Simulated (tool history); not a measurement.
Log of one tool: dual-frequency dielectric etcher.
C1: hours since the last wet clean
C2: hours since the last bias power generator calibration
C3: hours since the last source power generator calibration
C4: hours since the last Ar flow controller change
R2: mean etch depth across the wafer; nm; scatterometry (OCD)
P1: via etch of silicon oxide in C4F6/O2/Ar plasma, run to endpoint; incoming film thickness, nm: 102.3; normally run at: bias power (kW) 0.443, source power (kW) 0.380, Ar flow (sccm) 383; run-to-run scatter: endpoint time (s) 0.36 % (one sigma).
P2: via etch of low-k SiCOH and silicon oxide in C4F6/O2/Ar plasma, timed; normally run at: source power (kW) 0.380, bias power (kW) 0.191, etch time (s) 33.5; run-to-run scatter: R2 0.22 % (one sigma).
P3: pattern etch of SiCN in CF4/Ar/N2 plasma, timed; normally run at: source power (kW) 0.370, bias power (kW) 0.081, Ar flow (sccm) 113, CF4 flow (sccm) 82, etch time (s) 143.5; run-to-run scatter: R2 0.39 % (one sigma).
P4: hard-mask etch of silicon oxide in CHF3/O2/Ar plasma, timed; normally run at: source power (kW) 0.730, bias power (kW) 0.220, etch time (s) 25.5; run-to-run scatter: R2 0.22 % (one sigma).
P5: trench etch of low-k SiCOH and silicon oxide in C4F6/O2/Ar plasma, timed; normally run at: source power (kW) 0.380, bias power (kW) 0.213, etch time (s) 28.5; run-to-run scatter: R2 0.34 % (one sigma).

Run 1, hour 4.4: process that ran P1, bias power (kW) 0.443, source power (kW) 0.380, Ar flow (sccm) 383; C1 91.0; C2 1019.3; C3 437.4; C4 1978.5. Result: endpoint time (s) 24.283.
Run 2, hour 10.3: process that ran P2, bias power (kW) 0.132, source power (kW) 0.380, etch time (s) 33.5; C1 96.9; C2 1025.2; C3 443.3; C4 1984.4. Result: R2 69.965 nm.
Run 3, hour 16.1: process that ran P1, bias power (kW) 0.443, source power (kW) 0.540, Ar flow (sccm) 383; C1 102.7; C2 1031.0; C3 449.1; C4 1990.2. Result: endpoint time (s) 21.371.
Run 4, hour 24.1: process that ran P3, bias power (kW) 0.081, source power (kW) 0.370, Ar flow (sccm) 113, etch time (s) 143.5, CF4 flow (sccm) 98; C1 110.7; C2 1039.0; C3 457.1; C4 1998.2. Result: R2 109.030 nm.
Run 5, hour 30.5: process that ran P1, bias power (kW) 0.443, source power (kW) 0.380, Ar flow (sccm) 383; C1 117.1; C2 1045.4; C3 463.5; C4 2004.6. Result: endpoint time (s) 24.430.
Run 6, hour 39.2: process that ran P2, bias power (kW) 0.191, source power (kW) 0.380, etch time (s) 48.0; C1 125.8; C2 1054.1; C3 472.2; C4 2013.3. Result: R2 111.730 nm.
Run 7, hour 44.8: process that ran P1, bias power (kW) 0.443, source power (kW) 0.220, Ar flow (sccm) 487; C1 131.4; C2 1059.7; C3 477.8; C4 2018.9. Result: endpoint time (s) 30.395.
Run 8, hour 52.3: process that ran P4, bias power (kW) 0.279, source power (kW) 0.730, etch time (s) 25.5; C1 138.9; C2 1067.2; C3 485.3; C4 2026.4. Result: R2 60.965 nm.
Run 9, hour 59.9: process that ran P3, bias power (kW) 0.081, source power (kW) 0.370, Ar flow (sccm) 92, etch time (s) 143.5, CF4 flow (sccm) 82; C1 146.5; C2 1074.8; C3 492.9; C4 2034.0. Result: R2 110.770 nm.
Run 10, hour 67.4: process that ran P1, bias power (kW) 0.443, source power (kW) 0.380, Ar flow (sccm) 465; C1 154.0; C2 1082.3; C3 500.4; C4 2041.5. Result: endpoint time (s) 24.972.
Run 11, hour 71.9: process that ran P2, bias power (kW) 0.191, source power (kW) 0.230, etch time (s) 33.5; C1 158.5; C2 1086.8; C3 504.9; C4 2046.0. Result: R2 64.651 nm.
At hour 80.3: wet clean of the chamber.
Run 12, hour 81.3: process that ran P5, bias power (kW) 0.159, source power (kW) 0.380, etch time (s) 28.5; C1 1.0; C2 1096.2; C3 514.3; C4 2055.4. Result: R2 83.606 nm.
Run 13, hour 86.8: process that ran P4, bias power (kW) 0.220, source power (kW) 0.730, etch time (s) 34.0; C1 6.5; C2 1101.7; C3 519.8; C4 2060.9. Result: R2 74.632 nm.
Run 14, hour 93.6: process that ran P3, bias power (kW) 0.081, source power (kW) 0.370, Ar flow (sccm) 113, etch time (s) 201.0, CF4 flow (sccm) 82; C1 13.3; C2 1108.5; C3 526.6; C4 2067.7. Result: R2 149.030 nm.
Run 15, hour 101.3: process that ran P5, bias power (kW) 0.213, source power (kW) 0.260, etch time (s) 28.5; C1 21.0; C2 1116.2; C3 534.3; C4 2075.4. Result: R2 78.721 nm.
Run 16, hour 107.9: process that ran P5, bias power (kW) 0.213, source power (kW) 0.380, etch time (s) 28.5; C1 27.6; C2 1122.8; C3 540.9; C4 2082.0. Result: R2 91.210 nm.
Run 17, hour 115.8: process that ran P5, bias power (kW) 0.213, source power (kW) 0.380, etch time (s) 39.5; C1 35.5; C2 1130.7; C3 548.8; C4 2089.9. Result: R2 126.520 nm.
Run 18, hour 120.6: process that ran P1, bias power (kW) 0.443, source power (kW) 0.380, Ar flow (sccm) 383; C1 40.3; C2 1135.5; C3 553.6; C4 2094.7. Result: endpoint time (s) 24.380.
Run 19, hour 126.9: process that ran P3, bias power (kW) 0.114, source power (kW) 0.370, Ar flow (sccm) 113, etch time (s) 143.5, CF4 flow (sccm) 82; C1 46.6; C2 1141.8; C3 559.9; C4 2101.0. Result: R2 121.950 nm.
Run 20, hour 133.1: process that ran P4, bias power (kW) 0.220, source power (kW) 1.020, etch time (s) 25.5; C1 52.8; C2 1148.0; C3 566.1; C4 2107.2. Result: R2 63.847 nm.
Run 21, hour 140.4: process that ran P1, bias power (kW) 0.560, source power (kW) 0.380, Ar flow (sccm) 383; C1 60.1; C2 1155.3; C3 573.4; C4 2114.5. Result: endpoint time (s) 22.346.
Run 22, hour 147.2: process that ran P1, bias power (kW) 0.443, source power (kW) 0.240, Ar flow (sccm) 383; C1 66.9; C2 1162.1; C3 580.2; C4 2121.3. Result: endpoint time (s) 28.656.
At hour 152.0: Ar flow controller replaced.
Run 23, hour 154.1: process that ran P1, bias power (kW) 0.350, source power (kW) 0.380, Ar flow (sccm) 383; C1 73.8; C2 1169.0; C3 587.1; C4 2.1. Result: endpoint time (s) 26.521.
Run 24, hour 159.3: process that ran P4, bias power (kW) 0.220, source power (kW) 0.730, etch time (s) 25.5; C1 79.0; C2 1174.2; C3 592.3; C4 7.3. Result: R2 56.084 nm.
Run 25, hour 163.5: process that ran P1, bias power (kW) 0.443, source power (kW) 0.380, Ar flow (sccm) 383; C1 83.2; C2 1178.4; C3 596.5; C4 11.5. Result: endpoint time (s) 24.441.
Run 26, hour 172.9: process that ran P2, bias power (kW) 0.191, source power (kW) 0.380, etch time (s) 33.5; C1 92.6; C2 1187.8; C3 605.9; C4 20.9. Result: R2 78.389 nm.
Run 27, hour 180.0: process that ran P1, bias power (kW) 0.443, source power (kW) 0.380, Ar flow (sccm) 258; C1 99.7; C2 1194.9; C3 613.0; C4 28.0. Result: endpoint time (s) 23.315.
Run 28, hour 185.0: process that ran P3, bias power (kW) 0.081, source power (kW) 0.240, Ar flow (sccm) 113, etch time (s) 143.5, CF4 flow (sccm) 82; C1 104.7; C2 1199.9; C3 618.0; C4 33.0. Result: R2 73.821 nm.
Run 29, hour 193.5: process that ran P3, bias power (kW) 0.081, source power (kW) 0.370, Ar flow (sccm) 113, etch time (s) 143.5, CF4 flow (sccm) 82; C1 113.2; C2 1208.4; C3 626.5; C4 41.5. Result: R2 107.390 nm.
Run 30, hour 202.2: process that ran P4, bias power (kW) 0.220, source power (kW) 0.730, etch time (s) 25.5; C1 121.9; C2 1217.1; C3 635.2; C4 50.2. Result: R2 56.075 nm.
Run 31, hour 211.5: process that ran P1, bias power (kW) 0.443, source power (kW) 0.380, Ar flow (sccm) 383; C1 131.2; C2 1226.4; C3 644.5; C4 59.5. Result: endpoint time (s) 24.449.
Run 32, hour 217.9: process that ran P1, bias power (kW) 0.443, source power (kW) 0.380, Ar flow (sccm) 383; C1 137.6; C2 1232.8; C3 650.9; C4 65.9. Result: endpoint time (s) 24.241.
Run 33, hour 222.8: process that ran P1, bias power (kW) 0.443, source power (kW) 0.380, Ar flow (sccm) 383; C1 142.5; C2 1237.7; C3 655.8; C4 70.8. Result: endpoint time (s) 24.095.
At hour 224.3: wet clean of the chamber.
At hour 229.4: Ar flow controller replaced.
Run 34, hour 229.4: process that ran P1, bias power (kW) 0.443, source power (kW) 0.380, Ar flow (sccm) 383; C1 5.1; C2 1244.3; C3 662.4; C4 0.1. Result: endpoint time (s) 24.004.
Run 35, hour 234.1: process that ran P1, bias power (kW) 0.443, source power (kW) 0.380, Ar flow (sccm) 383; C1 9.8; C2 1249.0; C3 667.1; C4 4.8. Result: endpoint time (s) 23.876.
Run 36, hour 243.2: process that ran P1, bias power (kW) 0.443, source power (kW) 0.380, Ar flow (sccm) 383; C1 18.9; C2 1258.1; C3 676.2; C4 13.9. Result: endpoint time (s) 24.024.
Run 37, hour 247.9: process that ran P1, bias power (kW) 0.443, source power (kW) 0.380, Ar flow (sccm) 383; C1 23.6; C2 1262.8; C3 680.9; C4 18.6. Result: endpoint time (s) 23.956.

What P1 gives has crept away from where it was. These 2 causes fit the log equally well, each at the size given:
A: source power that arrives over what is set, % = 4.95
B: bias power that arrives over what is set, % = 4.96
The creep began at about hour 211.5.
Why every other cause is out:
chamber walls in a state that raises the etch rate, %: serviced at hour 224.3, which brought nothing back
Ar flow that arrives under what is set, %: serviced at hour 229.4, which brought nothing back

4 check runs are offered, each on 2 wafers whose results are averaged, their results left as question marks. Which one tells the causes apart?
Run check 1, hour 252.6: process that ran P2, bias power (kW) 0.191, source power (kW) 0.380, etch time (s) 33.5. Result: R2 ?.
Run check 2, hour 252.6: process that ran P3, bias power (kW) 0.081, source power (kW) 0.370, Ar flow (sccm) 113, etch time (s) 143.5, CF4 flow (sccm) 82. Result: R2 ?.
Run check 3, hour 252.6: process that ran P4, bias power (kW) 0.220, source power (kW) 0.730, etch time (s) 25.5. Result: R2 ?.
Run check 4, hour 252.6: process that ran P5, bias power (kW) 0.213, source power (kW) 0.380, etch time (s) 28.5. Result: R2 ?.

What each check would give under each cause:
  check  result     if A     if B
check 1      R2   79.690   79.442
check 2      R2  111.690  108.950
check 3      R2   57.045   56.955
check 4      R2   93.101   92.854
How far apart the two closest causes lie, in the result that separates them most: check 1 0.31 %; check 2 2.49 %; check 3 0.16 %; check 4 0.26 %
Check 2 tells the causes apart: in the others they would give nearly the same result.

Check 2 was then run and gave: R2 108.730 nm. Which cause is it?

It is B: bias power that arrives over what is set, %.

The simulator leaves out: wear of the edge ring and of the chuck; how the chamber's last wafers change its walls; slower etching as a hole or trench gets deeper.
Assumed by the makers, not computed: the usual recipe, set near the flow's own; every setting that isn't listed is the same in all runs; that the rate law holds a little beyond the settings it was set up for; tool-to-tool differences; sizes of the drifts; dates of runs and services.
